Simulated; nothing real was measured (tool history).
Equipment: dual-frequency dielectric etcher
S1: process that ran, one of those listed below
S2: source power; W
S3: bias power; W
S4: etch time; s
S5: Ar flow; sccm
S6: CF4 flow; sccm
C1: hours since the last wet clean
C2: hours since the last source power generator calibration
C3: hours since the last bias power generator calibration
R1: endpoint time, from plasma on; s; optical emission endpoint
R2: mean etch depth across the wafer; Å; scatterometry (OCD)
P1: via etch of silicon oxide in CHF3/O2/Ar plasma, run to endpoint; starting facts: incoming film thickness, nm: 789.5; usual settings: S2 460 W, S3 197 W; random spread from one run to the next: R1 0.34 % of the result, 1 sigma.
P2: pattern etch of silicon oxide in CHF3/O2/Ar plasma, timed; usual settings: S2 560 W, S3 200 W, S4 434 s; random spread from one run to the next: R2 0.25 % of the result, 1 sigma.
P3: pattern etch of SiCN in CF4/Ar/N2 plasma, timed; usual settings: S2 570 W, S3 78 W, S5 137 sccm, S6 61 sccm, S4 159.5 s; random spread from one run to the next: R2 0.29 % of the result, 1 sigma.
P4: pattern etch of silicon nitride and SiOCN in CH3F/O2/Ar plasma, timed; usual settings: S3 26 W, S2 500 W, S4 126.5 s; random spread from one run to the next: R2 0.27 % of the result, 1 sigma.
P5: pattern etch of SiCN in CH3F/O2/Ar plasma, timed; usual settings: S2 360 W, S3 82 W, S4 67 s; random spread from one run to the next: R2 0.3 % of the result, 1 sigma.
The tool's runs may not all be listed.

run	day	S1	S2	S3	S4	S5	S6	C1	C2	C3	R1	R2
1	0.408	P1	460	197				333.7	2006.8	1299.8	418.04	
2	0.683	P2	560	116	434			340.3	2013.4	1306.4		7164.5
3	1.038	P4	500	26	82			348.8	2021.9	1314.9		125.25
4	1.646	P1	460	197				363.4	2036.5	1329.5	419.25	
5	2.254	P3	570	78	159.5	137	61	378	2051.1	1344.1		1603.2
6	2.867	P1	460	197				392.7	2065.8	1358.8	416.57	
7	3.333	P4	500	17	126.5			403.9	2077	1370		160.42
8	3.942	P3	570	78	159.5	137	82	418.5	2091.6	1384.6		1692.5
9	4.429	P1	460	139				430.2	2103.3	1396.3	468.83	
10	4.733	P2	690	200	434			437.5	2110.6	1403.6		9214.7
11	5.1	P4	500	26	126.5			446.3	2119.4	1412.4		192.1
12	5.621	P1	460	197				458.8	2131.9	1424.9	416.29	
13	6.058	P4	330	26	126.5			469.3	2142.4	1435.4		167.42
14	6.404	P1	350	197				477.6	2150.7	1443.7	461.8	
15	6.825	P2	560	200	434			487.7	2160.8	1453.8		8494.6
16	7.096	P1	610	255				494.2	2167.3	1460.3	342.87	
17	7.671	P2	560	200	568.5			508	2181.1	1474.1		11118
18	8.192	P3	340	78	159.5	137	61	520.5	2193.6	1486.6		1026.1
19	8.796	P1	460	197				535	2208.1	1501.1	415.43	
20	9.238	P5	360	56	67			545.6	2218.7	1511.7		226.43
21	9.817	P3	570	78	95.5	137	61	559.5	2232.6	1525.6		963.17
22	10.083	P2	560	200	434			565.9	2239	1532		8492.7
23	10.654	P5	360	82	67			579.6	2252.7	1545.7		257.67
24	11.129	P5	360	82	45			591	2264.1	1557.1		173.39
25	11.567	P1	460	235				601.5	2274.6	1567.6	390.3	
26	11.971	P1	460	197				611.2	2284.3	1577.3	415.49	
27	12.296	P3	570	78	159.5	110	61	619	2292.1	1585.1		1666
28	12.8	P5	360	82	67			631.1	2304.2	1597.2		258.62
29	13.088	P1	550	197				638	2311.1	1604.1	389.57	
30	13.483	P3	570	99	159.5	137	61	647.5	2320.6	1613.6		1752.3
31	13.812	P5	280	82	67			655.4	2328.5	1621.5		234.78
32	14.346	P1	460	197				668.2	2341.3	1634.3	417.88	
33	14.621	P1	460	197				674.8	2347.9	1640.9	415.22	
34	15.2	P1	460	197				688.7	2361.8	1654.8	414.38	
35	15.746	P1	460	197				701.8	2374.9	1667.9	411.88	
36	16.038	P1	460	197				708.8	2381.9	1674.9	412.37	
37	16.358	P1	460	197				716.5	2389.6	1682.6	412.24	
# day 16.904: wet clean of the chamber
38	16.904	P1	460	197				0	2402.7	1695.7	410.19	
39	17.196	P1	460	197				7	2409.7	1702.7	409.96	
40	17.475	P1	460	197				13.7	2416.4	1709.4	411.07	
41	18.096	P1	460	197				28.6	2431.3	1724.3	412.35	
42	18.467	P1	460	197				37.5	2440.2	1733.2	413.28	

P1 has crept away from where it was. The log is fitted equally well by each of these 2 causes, at the sizes shown:
A: source power that arrives over what is set, % = 4.57
B: bias power that arrives over what is set, % = 4.96
The onset of the drift is placed at about day 14.346.
Why every other cause is out:
chamber walls in a state that raises the etch rate, %: serviced after onset, at day 16.904, with no recovery of the prior output

Which of the 4 check runs listed below separates the causes, so that each cause would produce a clearly different result? Each run uses one wafer, and its results are marked with question marks.
check 1	18.838	P4	500	21	91.5							?
check 2	18.838	P2	640	124	434							?
check 3	18.838	P5	300	82	49.5							?
check 4	18.838	P3	570	78	159.5	112	75					?

Predicted outcomes, by check and by cause:
check	result	if A	if B
check 1	R2	128.91	129.6
check 2	R2	7801.8	7782.1
check 3	R2	181.01	181.27
check 4	R2	1780.6	1741.5
Gap, in per cent, between the two causes that each check separates least, read from the result that separates them most: check 1 0.54 %; check 2 0.25 %; check 3 0.14 %; check 4 2.23 %
Check 4 distinguishes between the causes, while the remaining checks would return nearly the same result for all of them.

Running check 4 produced the following: R2 1786.1 Å. Which one of the listed causes fits?

A is the cause: source power that arrives over what is set, %.
